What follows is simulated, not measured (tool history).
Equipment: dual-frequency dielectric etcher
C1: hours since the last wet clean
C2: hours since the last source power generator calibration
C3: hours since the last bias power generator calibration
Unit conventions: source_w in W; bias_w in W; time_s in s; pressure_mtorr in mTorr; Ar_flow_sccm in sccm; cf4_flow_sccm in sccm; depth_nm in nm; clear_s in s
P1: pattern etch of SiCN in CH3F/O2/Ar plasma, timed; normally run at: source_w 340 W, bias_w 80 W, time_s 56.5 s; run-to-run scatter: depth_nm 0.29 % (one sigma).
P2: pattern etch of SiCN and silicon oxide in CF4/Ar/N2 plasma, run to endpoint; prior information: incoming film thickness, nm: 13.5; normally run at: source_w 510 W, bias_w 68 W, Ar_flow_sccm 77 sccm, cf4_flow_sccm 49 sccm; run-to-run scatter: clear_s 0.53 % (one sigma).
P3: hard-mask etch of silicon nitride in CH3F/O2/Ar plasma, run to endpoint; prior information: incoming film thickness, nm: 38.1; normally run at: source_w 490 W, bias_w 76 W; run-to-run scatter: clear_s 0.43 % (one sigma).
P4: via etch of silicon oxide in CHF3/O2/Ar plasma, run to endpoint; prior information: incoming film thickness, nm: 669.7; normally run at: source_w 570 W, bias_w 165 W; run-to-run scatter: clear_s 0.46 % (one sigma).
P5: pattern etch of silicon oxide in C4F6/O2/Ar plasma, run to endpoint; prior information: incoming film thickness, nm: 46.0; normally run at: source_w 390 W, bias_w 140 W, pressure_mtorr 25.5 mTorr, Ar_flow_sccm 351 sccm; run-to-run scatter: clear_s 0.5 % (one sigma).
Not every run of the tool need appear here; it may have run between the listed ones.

{"run": 1, "day": 0.4, "process": "P1", "source_w": 340, "bias_w": 80, "time_s": 56.5, "C1": 299.8, "C2": 1155.2, "C3": 2303.2, "depth_nm": 20.73}
{"run": 2, "day": 0.646, "process": "P1", "source_w": 260, "bias_w": 105, "time_s": 56.5, "C1": 305.7, "C2": 1161.1, "C3": 2309.1, "depth_nm": 20.896}
{"run": 3, "day": 0.996, "process": "P4", "source_w": 570, "bias_w": 165, "C1": 314.1, "C2": 1169.5, "C3": 2317.5, "clear_s": 365.17}
{"run": 4, "day": 1.496, "process": "P5", "source_w": 390, "bias_w": 192, "pressure_mtorr": 25.5, "Ar_flow_sccm": 351, "C1": 326.1, "C2": 1181.5, "C3": 2329.5, "clear_s": 14.403}
{"run": 5, "day": 1.792, "process": "P1", "source_w": 340, "bias_w": 80, "time_s": 75.5, "C1": 333.2, "C2": 1188.6, "C3": 2336.6, "depth_nm": 27.804}
{"run": 6, "day": 2.054, "process": "P5", "source_w": 390, "bias_w": 140, "pressure_mtorr": 30.5, "Ar_flow_sccm": 351, "C1": 339.5, "C2": 1194.9, "C3": 2342.9, "clear_s": 16.195}
{"run": 7, "day": 2.396, "process": "P1", "source_w": 340, "bias_w": 50, "time_s": 56.5, "C1": 347.7, "C2": 1203.1, "C3": 2351.1, "depth_nm": 17.65}
{"run": 8, "day": 2.742, "process": "P1", "source_w": 260, "bias_w": 80, "time_s": 56.5, "C1": 356, "C2": 1211.4, "C3": 2359.4, "depth_nm": 18.751}
{"day": 3.017, "done": "bias power generator calibrated"}
{"run": 9, "day": 3.146, "process": "P4", "source_w": 570, "bias_w": 165, "C1": 365.7, "C2": 1221.1, "C3": 3.2, "clear_s": 367.28}
{"run": 10, "day": 3.533, "process": "P1", "source_w": 340, "bias_w": 80, "time_s": 56.5, "C1": 375, "C2": 1230.4, "C3": 12.5, "depth_nm": 20.847}
{"run": 11, "day": 3.833, "process": "P1", "source_w": 400, "bias_w": 80, "time_s": 56.5, "C1": 382.2, "C2": 1237.6, "C3": 19.7, "depth_nm": 22.073}
{"run": 12, "day": 4.117, "process": "P1", "source_w": 340, "bias_w": 103, "time_s": 44.5, "C1": 389, "C2": 1244.4, "C3": 26.5, "depth_nm": 17.991}
{"run": 13, "day": 4.5, "process": "P2", "source_w": 510, "bias_w": 68, "Ar_flow_sccm": 77, "cf4_flow_sccm": 29, "C1": 398.2, "C2": 1253.6, "C3": 35.7, "clear_s": 15.587}
{"run": 14, "day": 4.867, "process": "P3", "source_w": 490, "bias_w": 76, "C1": 407, "C2": 1262.4, "C3": 44.5, "clear_s": 50.028}
{"run": 15, "day": 5.338, "process": "P4", "source_w": 570, "bias_w": 101, "C1": 418.3, "C2": 1273.7, "C3": 55.8, "clear_s": 427.84}
{"run": 16, "day": 5.779, "process": "P5", "source_w": 300, "bias_w": 140, "pressure_mtorr": 25.5, "Ar_flow_sccm": 351, "C1": 428.9, "C2": 1284.3, "C3": 66.4, "clear_s": 17.46}
{"run": 17, "day": 6.133, "process": "P5", "source_w": 390, "bias_w": 140, "pressure_mtorr": 25.5, "Ar_flow_sccm": 272, "C1": 437.4, "C2": 1292.8, "C3": 74.9, "clear_s": 15.402}
{"run": 18, "day": 6.379, "process": "P1", "source_w": 340, "bias_w": 80, "time_s": 56.5, "C1": 443.3, "C2": 1298.7, "C3": 80.8, "depth_nm": 20.685}
{"run": 19, "day": 6.825, "process": "P1", "source_w": 340, "bias_w": 112, "time_s": 56.5, "C1": 454, "C2": 1309.4, "C3": 91.5, "depth_nm": 23.66}
{"run": 20, "day": 7.283, "process": "P4", "source_w": 730, "bias_w": 165, "C1": 465, "C2": 1320.4, "C3": 102.5, "clear_s": 333.23}
{"run": 21, "day": 7.696, "process": "P1", "source_w": 340, "bias_w": 80, "time_s": 41, "C1": 474.9, "C2": 1330.3, "C3": 112.4, "depth_nm": 15.109}
{"run": 22, "day": 8.008, "process": "P1", "source_w": 340, "bias_w": 80, "time_s": 56.5, "C1": 482.4, "C2": 1337.8, "C3": 119.9, "depth_nm": 20.779}
{"run": 23, "day": 8.346, "process": "P2", "source_w": 510, "bias_w": 68, "Ar_flow_sccm": 58, "cf4_flow_sccm": 49, "C1": 490.5, "C2": 1345.9, "C3": 128, "clear_s": 13.64}
{"run": 24, "day": 8.642, "process": "P2", "source_w": 510, "bias_w": 89, "Ar_flow_sccm": 77, "cf4_flow_sccm": 49, "C1": 497.6, "C2": 1353, "C3": 135.1, "clear_s": 13.016}
{"run": 25, "day": 9.038, "process": "P2", "source_w": 510, "bias_w": 68, "Ar_flow_sccm": 77, "cf4_flow_sccm": 49, "C1": 507.1, "C2": 1362.5, "C3": 144.6, "clear_s": 14.315}
{"run": 26, "day": 9.492, "process": "P5", "source_w": 390, "bias_w": 140, "pressure_mtorr": 25.5, "Ar_flow_sccm": 351, "C1": 518, "C2": 1373.4, "C3": 155.5, "clear_s": 15.726}
{"run": 27, "day": 9.767, "process": "P1", "source_w": 340, "bias_w": 80, "time_s": 56.5, "C1": 524.6, "C2": 1380, "C3": 162.1, "depth_nm": 20.828}
{"run": 28, "day": 10.012, "process": "P1", "source_w": 340, "bias_w": 80, "time_s": 56.5, "C1": 530.5, "C2": 1385.9, "C3": 168, "depth_nm": 20.756}
{"run": 29, "day": 10.429, "process": "P1", "source_w": 340, "bias_w": 80, "time_s": 56.5, "C1": 540.5, "C2": 1395.9, "C3": 178, "depth_nm": 20.773}
{"run": 30, "day": 10.921, "process": "P2", "source_w": 310, "bias_w": 68, "Ar_flow_sccm": 77, "cf4_flow_sccm": 49, "C1": 552.3, "C2": 1407.7, "C3": 189.8, "clear_s": 22.158}
{"run": 31, "day": 11.158, "process": "P3", "source_w": 610, "bias_w": 76, "C1": 558, "C2": 1413.4, "C3": 195.5, "clear_s": 46.328}
{"run": 32, "day": 11.396, "process": "P3", "source_w": 490, "bias_w": 48, "C1": 563.7, "C2": 1419.1, "C3": 201.2, "clear_s": 57.96}
{"run": 33, "day": 11.638, "process": "P5", "source_w": 390, "bias_w": 140, "pressure_mtorr": 25.5, "Ar_flow_sccm": 351, "C1": 569.5, "C2": 1424.9, "C3": 207, "clear_s": 15.798}
{"run": 34, "day": 12.117, "process": "P1", "source_w": 340, "bias_w": 80, "time_s": 56.5, "C1": 581, "C2": 1436.4, "C3": 218.5, "depth_nm": 20.859}
{"run": 35, "day": 12.575, "process": "P1", "source_w": 340, "bias_w": 80, "time_s": 56.5, "C1": 592, "C2": 1447.4, "C3": 229.5, "depth_nm": 20.965}
{"run": 36, "day": 12.954, "process": "P1", "source_w": 340, "bias_w": 80, "time_s": 56.5, "C1": 601.1, "C2": 1456.5, "C3": 238.6, "depth_nm": 20.956}
{"run": 37, "day": 13.292, "process": "P1", "source_w": 340, "bias_w": 80, "time_s": 56.5, "C1": 609.2, "C2": 1464.6, "C3": 246.7, "depth_nm": 20.972}
{"run": 38, "day": 13.533, "process": "P1", "source_w": 340, "bias_w": 80, "time_s": 56.5, "C1": 615, "C2": 1470.4, "C3": 252.5, "depth_nm": 21.161}
{"run": 39, "day": 13.775, "process": "P1", "source_w": 340, "bias_w": 80, "time_s": 56.5, "C1": 620.8, "C2": 1476.2, "C3": 258.3, "depth_nm": 21.087}
{"run": 40, "day": 14.283, "process": "P1", "source_w": 340, "bias_w": 80, "time_s": 56.5, "C1": 633, "C2": 1488.4, "C3": 270.5, "depth_nm": 21.037}
{"day": 14.388, "done": "wet clean of the chamber"}
{"run": 41, "day": 14.588, "process": "P1", "source_w": 340, "bias_w": 80, "time_s": 56.5, "C1": 4.8, "C2": 1495.7, "C3": 277.8, "depth_nm": 21.059}
{"run": 42, "day": 14.954, "process": "P1", "source_w": 340, "bias_w": 80, "time_s": 56.5, "C1": 13.6, "C2": 1504.5, "C3": 286.6, "depth_nm": 21.031}
{"run": 43, "day": 15.375, "process": "P1", "source_w": 340, "bias_w": 80, "time_s": 56.5, "C1": 23.7, "C2": 1514.6, "C3": 296.7, "depth_nm": 21.155}

What P1 gives has crept away from where it was. These 2 causes fit the log equally well, each at the size given:
A: source power that arrives over what is set, % = 3.91
B: bias power that arrives over what is set, % = 3.97
The creep began at about day 12.117.
Excluded causes, each with its reason:
chamber walls in a state that raises the etch rate, %: serviced at day 14.388, after the drift had started, without restoring the earlier output

Consider the 4 check runs below, whose results appear as question marks and each of which averages 5 wafers. Which one distinguishes the causes, in that each cause would give it a clearly different result?
{"run": "check 1", "day": 15.796, "process": "P3", "source_w": 490, "bias_w": 76, "clear_s": "?"}
{"run": "check 2", "day": 15.796, "process": "P2", "source_w": 510, "bias_w": 68, "Ar_flow_sccm": 77, "cf4_flow_sccm": 49, "clear_s": "?"}
{"run": "check 3", "day": 15.796, "process": "P4", "source_w": 570, "bias_w": 165, "clear_s": "?"}
{"run": "check 4", "day": 15.796, "process": "P5", "source_w": 390, "bias_w": 140, "pressure_mtorr": 25.5, "Ar_flow_sccm": 351, "clear_s": "?"}

How each check would come out, cause by cause:
check=check_1 result=clear_s if_A=49.39 if_B=49.451
check=check_2 result=clear_s if_A=13.843 if_B=14.133
check=check_3 result=clear_s if_A=361.08 if_B=361.73
check=check_4 result=clear_s if_A=15.547 if_B=15.601
Per-check spread between the two closest causes, in the result where they differ most: check 1 0.12 %; check 2 2.08 %; check 3 0.18 %; check 4 0.35 %
The causes can be told apart only by check 2. The other checks would give nearly the same results under each of them.

Running check 2 produced the following: clear_s 14.106 s. Which one of the listed causes fits?

Of the candidate causes, it is B: bias power that arrives over what is set, %.

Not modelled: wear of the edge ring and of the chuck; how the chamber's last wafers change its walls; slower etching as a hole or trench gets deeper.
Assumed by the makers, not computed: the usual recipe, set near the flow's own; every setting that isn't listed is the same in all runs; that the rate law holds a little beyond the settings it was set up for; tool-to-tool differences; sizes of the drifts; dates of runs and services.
